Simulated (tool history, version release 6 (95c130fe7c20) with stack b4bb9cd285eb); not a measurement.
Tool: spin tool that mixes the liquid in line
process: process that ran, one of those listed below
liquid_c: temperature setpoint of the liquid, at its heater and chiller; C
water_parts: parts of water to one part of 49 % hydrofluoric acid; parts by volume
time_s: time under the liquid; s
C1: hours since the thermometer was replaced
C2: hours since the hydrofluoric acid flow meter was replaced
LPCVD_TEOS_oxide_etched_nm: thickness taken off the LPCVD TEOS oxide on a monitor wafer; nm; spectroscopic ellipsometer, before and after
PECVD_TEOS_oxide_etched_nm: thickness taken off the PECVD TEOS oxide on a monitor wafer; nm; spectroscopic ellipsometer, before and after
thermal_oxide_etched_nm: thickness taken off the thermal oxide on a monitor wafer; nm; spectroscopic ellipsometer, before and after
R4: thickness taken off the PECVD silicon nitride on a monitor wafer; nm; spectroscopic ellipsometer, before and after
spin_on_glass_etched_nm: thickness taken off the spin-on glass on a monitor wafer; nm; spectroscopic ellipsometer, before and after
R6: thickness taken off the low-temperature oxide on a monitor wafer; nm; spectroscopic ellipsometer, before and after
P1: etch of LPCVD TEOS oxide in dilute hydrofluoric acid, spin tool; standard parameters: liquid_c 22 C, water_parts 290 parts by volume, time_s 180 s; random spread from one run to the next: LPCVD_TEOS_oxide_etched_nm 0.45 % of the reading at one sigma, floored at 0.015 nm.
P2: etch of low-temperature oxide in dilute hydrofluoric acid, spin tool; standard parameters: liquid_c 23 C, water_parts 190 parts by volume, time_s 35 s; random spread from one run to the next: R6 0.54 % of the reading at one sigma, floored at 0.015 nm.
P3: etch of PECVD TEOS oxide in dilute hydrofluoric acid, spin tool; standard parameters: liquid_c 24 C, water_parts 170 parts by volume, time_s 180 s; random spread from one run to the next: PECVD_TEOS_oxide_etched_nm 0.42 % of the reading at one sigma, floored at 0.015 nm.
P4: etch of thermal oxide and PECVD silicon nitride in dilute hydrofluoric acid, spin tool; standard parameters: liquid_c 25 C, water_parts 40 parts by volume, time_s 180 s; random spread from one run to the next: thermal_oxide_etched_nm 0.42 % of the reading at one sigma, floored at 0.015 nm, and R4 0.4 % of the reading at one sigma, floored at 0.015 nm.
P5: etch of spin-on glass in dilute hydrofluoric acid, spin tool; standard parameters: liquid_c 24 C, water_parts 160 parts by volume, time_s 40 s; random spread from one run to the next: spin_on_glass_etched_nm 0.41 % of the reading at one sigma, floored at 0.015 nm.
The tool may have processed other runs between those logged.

Run 1, hour 8.2: process P1, liquid_c 22 C, water_parts 290 parts by volume, time_s 180 s; C1 615.1; C2 669.1. Result: LPCVD_TEOS_oxide_etched_nm 11.397 nm.
Run 2, hour 22.3: process P3, liquid_c 24 C, water_parts 170 parts by volume, time_s 180 s; C1 629.2; C2 683.2. Result: PECVD_TEOS_oxide_etched_nm 7.9555 nm.
Run 3, hour 33.9: process P4, liquid_c 25 C, water_parts 20 parts by volume, time_s 180 s; C1 640.8; C2 694.8. Result: thermal_oxide_etched_nm 49.509 nm, R4 28.506 nm.
Run 4, hour 47.4: process P5, liquid_c 24 C, water_parts 265 parts by volume, time_s 40 s; C1 654.3; C2 708.3. Result: spin_on_glass_etched_nm 4.0823 nm.
Run 5, hour 61: process P1, liquid_c 17 C, water_parts 65 parts by volume, time_s 180 s; C1 667.9; C2 721.9. Result: LPCVD_TEOS_oxide_etched_nm 51.847 nm.
Run 6, hour 74.1: process P4, liquid_c 20.5 C, water_parts 40 parts by volume, time_s 180 s; C1 681; C2 735. Result: thermal_oxide_etched_nm 19.932 nm, R4 10.701 nm.
Run 7, hour 86.2: process P1, liquid_c 27 C, water_parts 290 parts by volume, time_s 180 s; C1 693.1; C2 747.1. Result: LPCVD_TEOS_oxide_etched_nm 13.402 nm.
Run 8, hour 101.3: process P2, liquid_c 23 C, water_parts 190 parts by volume, time_s 35 s; C1 708.2; C2 762.2. Result: R6 4.5011 nm.
Run 9, hour 115.3: process P5, liquid_c 24 C, water_parts 160 parts by volume, time_s 40 s; C1 722.2; C2 776.2. Result: spin_on_glass_etched_nm 7.5897 nm.
Run 10, hour 130.2: process P1, liquid_c 17.5 C, water_parts 290 parts by volume, time_s 180 s; C1 737.1; C2 791.1. Result: LPCVD_TEOS_oxide_etched_nm 9.628 nm.
Run 11, hour 137.8: process P4, liquid_c 25 C, water_parts 40 parts by volume, time_s 180 s; C1 744.7; C2 798.7. Result: thermal_oxide_etched_nm 24.163 nm, R4 14.539 nm.
Run 12, hour 145.1: process P3, liquid_c 31.5 C, water_parts 170 parts by volume, time_s 180 s; C1 752; C2 806. Result: PECVD_TEOS_oxide_etched_nm 10.578 nm.
Run 13, hour 155: process P3, liquid_c 24 C, water_parts 80 parts by volume, time_s 180 s; C1 761.9; C2 815.9. Result: PECVD_TEOS_oxide_etched_nm 18.863 nm.
Run 14, hour 163.8: process P1, liquid_c 22 C, water_parts 290 parts by volume, time_s 15 s; C1 770.7; C2 824.7. Result: LPCVD_TEOS_oxide_etched_nm 0.95716 nm.
Run 15, hour 172: process P1, liquid_c 22 C, water_parts 105 parts by volume, time_s 180 s; C1 778.9; C2 832.9. Result: LPCVD_TEOS_oxide_etched_nm 37.969 nm.
Run 16, hour 182.3: process P1, liquid_c 22 C, water_parts 290 parts by volume, time_s 180 s; C1 789.2; C2 843.2. Result: LPCVD_TEOS_oxide_etched_nm 11.165 nm.
Run 17, hour 189.5: process P4, liquid_c 25 C, water_parts 40 parts by volume, time_s 180 s; C1 796.4; C2 850.4. Result: thermal_oxide_etched_nm 24.203 nm, R4 14.546 nm.
Run 18, hour 202.2: process P1, liquid_c 22 C, water_parts 290 parts by volume, time_s 180 s; C1 809.1; C2 863.1. Result: LPCVD_TEOS_oxide_etched_nm 11.28 nm.
Run 19, hour 216.6: process P5, liquid_c 24 C, water_parts 160 parts by volume, time_s 15 s; C1 823.5; C2 877.5. Result: spin_on_glass_etched_nm 2.8284 nm.
Run 20, hour 223.2: process P1, liquid_c 22 C, water_parts 290 parts by volume, time_s 180 s; C1 830.1; C2 884.1. Result: LPCVD_TEOS_oxide_etched_nm 11.364 nm.
Run 21, hour 236.6: process P2, liquid_c 23 C, water_parts 340 parts by volume, time_s 35 s; C1 843.5; C2 897.5. Result: R6 2.1867 nm.
Run 22, hour 249: process P1, liquid_c 22 C, water_parts 165 parts by volume, time_s 265 s; C1 855.9; C2 909.9. Result: LPCVD_TEOS_oxide_etched_nm 33.104 nm.
Run 23, hour 256.3: process P5, liquid_c 28 C, water_parts 160 parts by volume, time_s 40 s; C1 863.2; C2 917.2. Result: spin_on_glass_etched_nm 8.787 nm.
Run 24, hour 264.5: process P1, liquid_c 22 C, water_parts 405 parts by volume, time_s 180 s; C1 871.4; C2 925.4. Result: LPCVD_TEOS_oxide_etched_nm 7.3269 nm.
Run 25, hour 277: process P1, liquid_c 22 C, water_parts 290 parts by volume, time_s 180 s; C1 883.9; C2 937.9. Result: LPCVD_TEOS_oxide_etched_nm 11.269 nm.
Run 26, hour 287.1: process P5, liquid_c 24 C, water_parts 160 parts by volume, time_s 40 s; C1 894; C2 948. Result: spin_on_glass_etched_nm 7.5519 nm.
Run 27, hour 294.8: process P1, liquid_c 22 C, water_parts 290 parts by volume, time_s 180 s; C1 901.7; C2 955.7. Result: LPCVD_TEOS_oxide_etched_nm 11.355 nm.
Run 28, hour 305.1: process P1, liquid_c 25.5 C, water_parts 140 parts by volume, time_s 180 s; C1 912; C2 966. Result: LPCVD_TEOS_oxide_etched_nm 31.167 nm.
Run 29, hour 314: process P3, liquid_c 24 C, water_parts 170 parts by volume, time_s 180 s; C1 920.9; C2 974.9. Result: PECVD_TEOS_oxide_etched_nm 8.0151 nm.
Run 30, hour 321.3: process P2, liquid_c 23 C, water_parts 190 parts by volume, time_s 60 s; C1 928.2; C2 982.2. Result: R6 7.751 nm.
Run 31, hour 331.7: process P4, liquid_c 25 C, water_parts 40 parts by volume, time_s 50 s; C1 938.6; C2 992.6. Result: thermal_oxide_etched_nm 6.6837 nm, R4 4.0309 nm.
Run 32, hour 338.8: process P2, liquid_c 28 C, water_parts 190 parts by volume, time_s 35 s; C1 945.7; C2 999.7. Result: R6 5.4271 nm.
Run 33, hour 349.7: process P1, liquid_c 22 C, water_parts 290 parts by volume, time_s 350 s; C1 956.6; C2 1010.6. Result: LPCVD_TEOS_oxide_etched_nm 22 nm.
Run 34, hour 363.1: process P3, liquid_c 24 C, water_parts 170 parts by volume, time_s 25 s; C1 970; C2 1024. Result: PECVD_TEOS_oxide_etched_nm 1.0927 nm.
Run 35, hour 374.8: process P1, liquid_c 22 C, water_parts 290 parts by volume, time_s 180 s; C1 981.7; C2 1035.7. Result: LPCVD_TEOS_oxide_etched_nm 11.425 nm.
Run 36, hour 389.4: process P1, liquid_c 22 C, water_parts 290 parts by volume, time_s 180 s; C1 996.3; C2 1050.3. Result: LPCVD_TEOS_oxide_etched_nm 11.07 nm.
Run 37, hour 403.5: process P1, liquid_c 22 C, water_parts 290 parts by volume, time_s 180 s; C1 1010.4; C2 1064.4. Result: LPCVD_TEOS_oxide_etched_nm 10.96 nm.
Run 38, hour 417.3: process P1, liquid_c 22 C, water_parts 290 parts by volume, time_s 180 s; C1 1024.2; C2 1078.2. Result: LPCVD_TEOS_oxide_etched_nm 10.797 nm.
Run 39, hour 428.2: process P1, liquid_c 22 C, water_parts 290 parts by volume, time_s 180 s; C1 1035.1; C2 1089.1. Result: LPCVD_TEOS_oxide_etched_nm 10.846 nm.
Run 40, hour 441: process P1, liquid_c 22 C, water_parts 290 parts by volume, time_s 180 s; C1 1047.9; C2 1101.9. Result: LPCVD_TEOS_oxide_etched_nm 10.768 nm.
Run 41, hour 451.8: process P1, liquid_c 22 C, water_parts 290 parts by volume, time_s 180 s; C1 1058.7; C2 1112.7. Result: LPCVD_TEOS_oxide_etched_nm 10.809 nm.
Run 42, hour 466.7: process P1, liquid_c 22 C, water_parts 290 parts by volume, time_s 180 s; C1 1073.6; C2 1127.6. Result: LPCVD_TEOS_oxide_etched_nm 10.718 nm.
Run 43, hour 481: process P1, liquid_c 22 C, water_parts 290 parts by volume, time_s 180 s; C1 1087.9; C2 1141.9. Result: LPCVD_TEOS_oxide_etched_nm 10.677 nm.
Run 44, hour 494.4: process P1, liquid_c 22 C, water_parts 290 parts by volume, time_s 180 s; C1 1101.3; C2 1155.3. Result: LPCVD_TEOS_oxide_etched_nm 10.722 nm.
Run 45, hour 503.5: process P1, liquid_c 22 C, water_parts 290 parts by volume, time_s 180 s; C1 1110.4; C2 1164.4. Result: LPCVD_TEOS_oxide_etched_nm 10.683 nm.
Run 46, hour 516.6: process P1, liquid_c 22 C, water_parts 290 parts by volume, time_s 180 s; C1 1123.5; C2 1177.5. Result: LPCVD_TEOS_oxide_etched_nm 10.767 nm.

Compared with where it was, what P1 gives has crept away. Each cause listed below fits the log as well as the rest, at the size given for it:
A: liquid colder than its thermometer reads (K) = 1.45
B: hydrofluoric acid flow below the setpoint (%) = 4.02
The drift started at roughly hour 374.8.

Question marks stand in for the results of the 4 check runs listed below, each run on one wafer. Under which run would the listed causes show clearly different results?
Run check 1, hour 529.7: process P3, liquid_c 24 C, water_parts 170 parts by volume, time_s 180 s. Result: PECVD_TEOS_oxide_etched_nm ?.
Run check 2, hour 529.7: process P2, liquid_c 23 C, water_parts 190 parts by volume, time_s 35 s. Result: R6 ?.
Run check 3, hour 529.7: process P5, liquid_c 24 C, water_parts 160 parts by volume, time_s 40 s. Result: spin_on_glass_etched_nm ?.
Run check 4, hour 529.7: process P4, liquid_c 25 C, water_parts 40 parts by volume, time_s 180 s. Result: thermal_oxide_etched_nm ?, R4 ?.

Expected result of each check under each candidate cause:
  check                      result    if A    if B
check 1  PECVD_TEOS_oxide_etched_nm  7.5615  7.6083
check 2                          R6  4.2634  4.2869
check 3     spin_on_glass_etched_nm  7.1646  7.2143
check 4     thermal_oxide_etched_nm  22.742  23.122
check 4                          R4  13.192  13.978
Distance between the nearest two causes, measured in the result of the check that separates them most: check 1 0.62 %; check 2 0.55 %; check 3 0.69 %; check 4 5.79 %
Check 4 tells the causes apart: in the others they would give nearly the same result.

Then check 4 was run and gave: thermal_oxide_etched_nm 22.796 nm; R4 13.315 nm. Which cause is it?

It was cause A: liquid colder than its thermometer reads (K).
